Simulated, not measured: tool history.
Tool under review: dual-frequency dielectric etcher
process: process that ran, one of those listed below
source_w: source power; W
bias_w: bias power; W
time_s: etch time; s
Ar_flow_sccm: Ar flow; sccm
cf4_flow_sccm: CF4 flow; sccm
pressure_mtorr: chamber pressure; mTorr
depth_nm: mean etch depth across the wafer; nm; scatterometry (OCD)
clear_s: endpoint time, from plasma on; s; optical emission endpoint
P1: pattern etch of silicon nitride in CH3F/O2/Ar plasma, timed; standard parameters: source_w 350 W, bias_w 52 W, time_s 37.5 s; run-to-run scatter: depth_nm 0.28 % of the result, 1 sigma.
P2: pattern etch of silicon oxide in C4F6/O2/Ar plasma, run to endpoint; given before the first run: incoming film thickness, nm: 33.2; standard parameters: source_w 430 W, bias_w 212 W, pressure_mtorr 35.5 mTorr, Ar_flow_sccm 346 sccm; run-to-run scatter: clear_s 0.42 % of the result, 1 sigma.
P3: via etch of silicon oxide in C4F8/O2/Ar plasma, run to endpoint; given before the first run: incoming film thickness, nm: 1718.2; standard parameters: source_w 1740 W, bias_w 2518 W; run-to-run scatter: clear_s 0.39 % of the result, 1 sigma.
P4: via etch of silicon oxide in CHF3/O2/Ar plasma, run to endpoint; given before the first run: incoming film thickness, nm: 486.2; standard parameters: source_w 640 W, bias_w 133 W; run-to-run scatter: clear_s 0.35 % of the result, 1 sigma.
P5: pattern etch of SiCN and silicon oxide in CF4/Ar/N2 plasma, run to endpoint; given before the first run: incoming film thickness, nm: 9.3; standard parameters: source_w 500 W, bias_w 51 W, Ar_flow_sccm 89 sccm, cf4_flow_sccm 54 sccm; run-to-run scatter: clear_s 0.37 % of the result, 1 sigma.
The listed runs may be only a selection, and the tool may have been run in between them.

Run 1, hour 9.6: process P1, source_w 350 W, bias_w 52 W, time_s 37.5 s. Result: depth_nm 22.876 nm.
Run 2, hour 23.0: process P1, source_w 440 W, bias_w 52 W, time_s 37.5 s. Result: depth_nm 25.169 nm.
Run 3, hour 30.9: process P5, source_w 500 W, bias_w 51 W, Ar_flow_sccm 89 sccm, cf4_flow_sccm 54 sccm. Result: clear_s 10.9960 s.
Run 4, hour 41.3: process P4, source_w 640 W, bias_w 133 W. Result: clear_s 264.7900 s.
Run 5, hour 57.7: process P1, source_w 250 W, bias_w 52 W, time_s 37.5 s. Result: depth_nm 20.057 nm.
Run 6, hour 68.0: process P5, source_w 660 W, bias_w 51 W, Ar_flow_sccm 89 sccm, cf4_flow_sccm 54 sccm. Result: clear_s 8.5580 s.
At hour 71.9: source power generator calibrated.
Run 7, hour 81.9: process P2, source_w 430 W, bias_w 212 W, Ar_flow_sccm 346 sccm, pressure_mtorr 35.5 mTorr. Result: clear_s 10.1250 s.
Run 8, hour 96.9: process P1, source_w 350 W, bias_w 52 W, time_s 37.5 s. Result: depth_nm 22.941 nm.
Run 9, hour 114.2: process P1, source_w 350 W, bias_w 52 W, time_s 37.5 s. Result: depth_nm 22.983 nm.
Run 10, hour 131.5: process P2, source_w 280 W, bias_w 212 W, Ar_flow_sccm 346 sccm, pressure_mtorr 35.5 mTorr. Result: clear_s 11.8950 s.
Run 11, hour 139.4: process P4, source_w 640 W, bias_w 98 W. Result: clear_s 289.0500 s.
Run 12, hour 150.3: process P1, source_w 350 W, bias_w 43 W, time_s 37.5 s. Result: depth_nm 21.551 nm.
Run 13, hour 167.6: process P3, source_w 1740 W, bias_w 2518 W. Result: clear_s 328.4600 s.
Run 14, hour 176.9: process P2, source_w 430 W, bias_w 212 W, Ar_flow_sccm 249 sccm, pressure_mtorr 35.5 mTorr. Result: clear_s 9.7414 s.
Run 15, hour 189.6: process P5, source_w 500 W, bias_w 51 W, Ar_flow_sccm 56 sccm, cf4_flow_sccm 54 sccm. Result: clear_s 10.1770 s.
Run 16, hour 199.4: process P1, source_w 350 W, bias_w 52 W, time_s 37.5 s. Result: depth_nm 22.990 nm.
Run 17, hour 213.9: process P1, source_w 350 W, bias_w 52 W, time_s 37.5 s. Result: depth_nm 22.961 nm.
Run 18, hour 224.0: process P3, source_w 2260 W, bias_w 2518 W. Result: clear_s 298.0600 s.
Run 19, hour 233.6: process P1, source_w 350 W, bias_w 52 W, time_s 54.0 s. Result: depth_nm 33.127 nm.
Run 20, hour 244.2: process P4, source_w 640 W, bias_w 133 W. Result: clear_s 263.7300 s.
At hour 251.2: wet clean of the chamber.
Run 21, hour 257.8: process P1, source_w 350 W, bias_w 71 W, time_s 37.5 s. Result: depth_nm 25.400 nm.
Run 22, hour 274.3: process P2, source_w 430 W, bias_w 212 W, Ar_flow_sccm 346 sccm, pressure_mtorr 47.0 mTorr. Result: clear_s 10.3960 s.
Run 23, hour 291.0: process P5, source_w 500 W, bias_w 38 W, Ar_flow_sccm 89 sccm, cf4_flow_sccm 54 sccm. Result: clear_s 12.0810 s.
Run 24, hour 301.4: process P4, source_w 880 W, bias_w 133 W. Result: clear_s 232.2400 s.
Run 25, hour 313.5: process P3, source_w 1740 W, bias_w 2518 W. Result: clear_s 328.5400 s.
Run 26, hour 325.7: process P3, source_w 1740 W, bias_w 3222 W. Result: clear_s 303.7500 s.
Run 27, hour 335.0: process P1, source_w 350 W, bias_w 52 W, time_s 24.0 s. Result: depth_nm 14.664 nm.
Run 28, hour 349.3: process P2, source_w 430 W, bias_w 212 W, Ar_flow_sccm 346 sccm, pressure_mtorr 35.5 mTorr. Result: clear_s 10.0930 s.
Run 29, hour 362.8: process P2, source_w 430 W, bias_w 291 W, Ar_flow_sccm 346 sccm, pressure_mtorr 35.5 mTorr. Result: clear_s 8.9879 s.
Run 30, hour 372.2: process P5, source_w 500 W, bias_w 51 W, Ar_flow_sccm 89 sccm, cf4_flow_sccm 43 sccm. Result: clear_s 11.4070 s.
Run 31, hour 380.2: process P1, source_w 350 W, bias_w 52 W, time_s 37.5 s. Result: depth_nm 22.996 nm.
Run 32, hour 389.1: process P1, source_w 350 W, bias_w 38 W, time_s 26.0 s. Result: depth_nm 14.501 nm.
Run 33, hour 405.9: process P1, source_w 350 W, bias_w 52 W, time_s 37.5 s. Result: depth_nm 23.072 nm.
Run 34, hour 421.8: process P1, source_w 350 W, bias_w 52 W, time_s 37.5 s. Result: depth_nm 22.780 nm.
Run 35, hour 436.2: process P1, source_w 350 W, bias_w 52 W, time_s 37.5 s. Result: depth_nm 22.765 nm.
Run 36, hour 444.4: process P1, source_w 350 W, bias_w 52 W, time_s 37.5 s. Result: depth_nm 22.831 nm.
At hour 452.5: wet clean of the chamber.
Run 37, hour 456.3: process P1, source_w 350 W, bias_w 52 W, time_s 37.5 s. Result: depth_nm 22.729 nm.
Run 38, hour 472.6: process P1, source_w 350 W, bias_w 52 W, time_s 37.5 s. Result: depth_nm 22.687 nm.
Run 39, hour 484.7: process P1, source_w 350 W, bias_w 52 W, time_s 37.5 s. Result: depth_nm 22.661 nm.
Run 40, hour 498.5: process P1, source_w 350 W, bias_w 52 W, time_s 37.5 s. Result: depth_nm 22.712 nm.
Run 41, hour 511.7: process P1, source_w 350 W, bias_w 52 W, time_s 37.5 s. Result: depth_nm 22.669 nm.

Compared with where it was, what P1 gives has crept away. Each cause listed below fits the log as well as the rest, at the size given for it:
A: bias power that arrives under what is set, % = 4.43
B: source power that arrives under what is set, % = 3.67
The process output started creeping at around hour 405.9.
Every other cause this tool's parts could produce, and why it does not fit the log:
chamber walls in a state that lowers the etch rate, %: its service at hour 452.5 followed the start of the drift and did not put the process back to its old value

You are offered 4 check runs, listed below with question marks in place of their results; each one averages 2 wafers. Which run separates the listed causes by giving clearly different results for each?
Run check 1, hour 524.9: process P4, source_w 640 W, bias_w 98 W. Result: clear_s ?.
Run check 2, hour 524.9: process P3, source_w 2110 W, bias_w 3026 W. Result: clear_s ?.
Run check 3, hour 524.9: process P5, source_w 500 W, bias_w 38 W, Ar_flow_sccm 89 sccm, cf4_flow_sccm 54 sccm. Result: clear_s ?.
Run check 4, hour 524.9: process P2, source_w 430 W, bias_w 284 W, Ar_flow_sccm 281 sccm, pressure_mtorr 35.5 mTorr. Result: clear_s ?.

What each check would give under each cause:
  check   result      if A      if B
check 1  clear_s  293.1400  293.6700
check 2  clear_s  291.8500  292.0300
check 3  clear_s   12.2040   12.4560
check 4  clear_s    9.0702    9.0583
Minimum pairwise separation of causes per check, each pair taken at its best-separating result: check 1 0.18 %; check 2 0.06 %; check 3 2.05 %; check 4 0.13 %
Check 3 is the one run that separates the causes; every other check would come out nearly the same whichever cause is at work.

Check 3 was carried out, with these results: clear_s 12.4850 s. Which of the listed causes is responsible?

It was cause B: source power that arrives under what is set, %.
